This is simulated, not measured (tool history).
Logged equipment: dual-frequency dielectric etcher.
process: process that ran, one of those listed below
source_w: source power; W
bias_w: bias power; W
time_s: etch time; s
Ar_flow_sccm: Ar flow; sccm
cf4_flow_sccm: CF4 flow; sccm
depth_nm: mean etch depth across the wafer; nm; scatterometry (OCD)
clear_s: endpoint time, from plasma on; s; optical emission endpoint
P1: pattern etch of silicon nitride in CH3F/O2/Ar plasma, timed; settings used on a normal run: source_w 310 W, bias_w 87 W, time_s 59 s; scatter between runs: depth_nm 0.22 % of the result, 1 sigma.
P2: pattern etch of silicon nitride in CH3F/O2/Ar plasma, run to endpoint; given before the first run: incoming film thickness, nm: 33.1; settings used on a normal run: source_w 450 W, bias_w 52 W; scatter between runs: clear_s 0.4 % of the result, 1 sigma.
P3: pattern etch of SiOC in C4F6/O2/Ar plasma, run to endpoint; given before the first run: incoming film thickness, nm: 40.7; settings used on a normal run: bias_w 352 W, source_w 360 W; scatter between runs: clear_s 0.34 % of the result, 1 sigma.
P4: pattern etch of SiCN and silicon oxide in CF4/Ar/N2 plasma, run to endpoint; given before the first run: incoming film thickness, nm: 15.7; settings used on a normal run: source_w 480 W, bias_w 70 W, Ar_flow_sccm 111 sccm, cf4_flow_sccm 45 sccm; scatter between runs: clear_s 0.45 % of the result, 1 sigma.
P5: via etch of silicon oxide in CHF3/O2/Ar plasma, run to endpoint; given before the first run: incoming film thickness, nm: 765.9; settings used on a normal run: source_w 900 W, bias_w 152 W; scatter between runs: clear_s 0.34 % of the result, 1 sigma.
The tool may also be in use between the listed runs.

{"run": 1, "hour": 9.5, "process": "P1", "source_w": 310, "bias_w": 87, "time_s": 59, "depth_nm": 40.832}
{"run": 2, "hour": 19.9, "process": "P1", "source_w": 310, "bias_w": 87, "time_s": 59, "depth_nm": 40.944}
{"run": 3, "hour": 26.9, "process": "P2", "source_w": 600, "bias_w": 52, "clear_s": 44.603}
{"run": 4, "hour": 33.8, "process": "P1", "source_w": 310, "bias_w": 87, "time_s": 59, "depth_nm": 40.84}
{"run": 5, "hour": 44.8, "process": "P1", "source_w": 240, "bias_w": 87, "time_s": 59, "depth_nm": 37.09}
{"run": 6, "hour": 57.0, "process": "P3", "source_w": 360, "bias_w": 442, "clear_s": 14.37}
{"run": 7, "hour": 65.8, "process": "P5", "source_w": 900, "bias_w": 152, "clear_s": 353.57}
{"run": 8, "hour": 73.6, "process": "P1", "source_w": 310, "bias_w": 54, "time_s": 74.5, "depth_nm": 43.716}
{"run": 9, "hour": 81.1, "process": "P1", "source_w": 310, "bias_w": 87, "time_s": 59, "depth_nm": 40.754}
{"run": 10, "hour": 94.6, "process": "P4", "source_w": 480, "bias_w": 87, "Ar_flow_sccm": 111, "cf4_flow_sccm": 45, "clear_s": 18.162}
{"run": 11, "hour": 101.5, "process": "P5", "source_w": 900, "bias_w": 214, "clear_s": 316.86}
{"run": 12, "hour": 110.2, "process": "P4", "source_w": 480, "bias_w": 70, "Ar_flow_sccm": 111, "cf4_flow_sccm": 55, "clear_s": 19.386}
{"run": 13, "hour": 117.8, "process": "P1", "source_w": 310, "bias_w": 87, "time_s": 87.5, "depth_nm": 60.419}
{"run": 14, "hour": 130.5, "process": "P1", "source_w": 310, "bias_w": 120, "time_s": 59, "depth_nm": 46.046}
{"run": 15, "hour": 138.6, "process": "P2", "source_w": 450, "bias_w": 52, "clear_s": 49.963}
{"run": 16, "hour": 151.0, "process": "P1", "source_w": 240, "bias_w": 62, "time_s": 59, "depth_nm": 32.905}
{"run": 17, "hour": 160.7, "process": "P4", "source_w": 480, "bias_w": 70, "Ar_flow_sccm": 111, "cf4_flow_sccm": 45, "clear_s": 19.978}
{"run": 18, "hour": 168.6, "process": "P5", "source_w": 1240, "bias_w": 152, "clear_s": 311.63}
{"run": 19, "hour": 176.7, "process": "P4", "source_w": 310, "bias_w": 70, "Ar_flow_sccm": 111, "cf4_flow_sccm": 45, "clear_s": 29.204}
{"run": 20, "hour": 186.3, "process": "P1", "source_w": 400, "bias_w": 87, "time_s": 59, "depth_nm": 45.067}
{"run": 21, "hour": 194.1, "process": "P3", "source_w": 460, "bias_w": 352, "clear_s": 14.289}
{"run": 22, "hour": 200.9, "process": "P2", "source_w": 450, "bias_w": 37, "clear_s": 55.025}
{"run": 23, "hour": 211.2, "process": "P1", "source_w": 310, "bias_w": 87, "time_s": 59, "depth_nm": 40.797}
{"run": 24, "hour": 220.2, "process": "P3", "source_w": 360, "bias_w": 352, "clear_s": 15.611}
{"run": 25, "hour": 232.8, "process": "P1", "source_w": 310, "bias_w": 87, "time_s": 32.5, "depth_nm": 22.459}
{"run": 26, "hour": 245.5, "process": "P4", "source_w": 480, "bias_w": 70, "Ar_flow_sccm": 134, "cf4_flow_sccm": 45, "clear_s": 20.622}
{"run": 27, "hour": 259.1, "process": "P1", "source_w": 310, "bias_w": 87, "time_s": 59, "depth_nm": 40.809}
{"run": 28, "hour": 271.8, "process": "P5", "source_w": 900, "bias_w": 152, "clear_s": 353.3}
{"run": 29, "hour": 278.3, "process": "P1", "source_w": 250, "bias_w": 87, "time_s": 37, "depth_nm": 23.542}
{"run": 30, "hour": 287.5, "process": "P1", "source_w": 310, "bias_w": 55, "time_s": 59, "depth_nm": 34.906}
{"run": 31, "hour": 299.5, "process": "P1", "source_w": 310, "bias_w": 87, "time_s": 59, "depth_nm": 40.735}
{"run": 32, "hour": 309.1, "process": "P1", "source_w": 310, "bias_w": 87, "time_s": 59, "depth_nm": 40.629}
{"run": 33, "hour": 320.7, "process": "P1", "source_w": 310, "bias_w": 87, "time_s": 59, "depth_nm": 40.375}
{"run": 34, "hour": 326.6, "process": "P1", "source_w": 310, "bias_w": 87, "time_s": 59, "depth_nm": 40.117}
{"run": 35, "hour": 333.1, "process": "P1", "source_w": 310, "bias_w": 87, "time_s": 59, "depth_nm": 40.047}
{"run": 36, "hour": 341.5, "process": "P1", "source_w": 310, "bias_w": 87, "time_s": 59, "depth_nm": 40.054}
{"hour": 348.0, "done": "wet clean of the chamber"}
{"run": 37, "hour": 351.9, "process": "P1", "source_w": 310, "bias_w": 87, "time_s": 59, "depth_nm": 40.154}
{"run": 38, "hour": 364.7, "process": "P1", "source_w": 310, "bias_w": 87, "time_s": 59, "depth_nm": 40.225}
{"run": 39, "hour": 372.5, "process": "P1", "source_w": 310, "bias_w": 87, "time_s": 59, "depth_nm": 40.138}

What will run 40 give?
{"run": 40, "hour": 378.8, "process": "P1", "source_w": 310, "bias_w": 87, "time_s": 59, "depth_nm": "?"}

Run 40 gave depth_nm 40.023 nm.
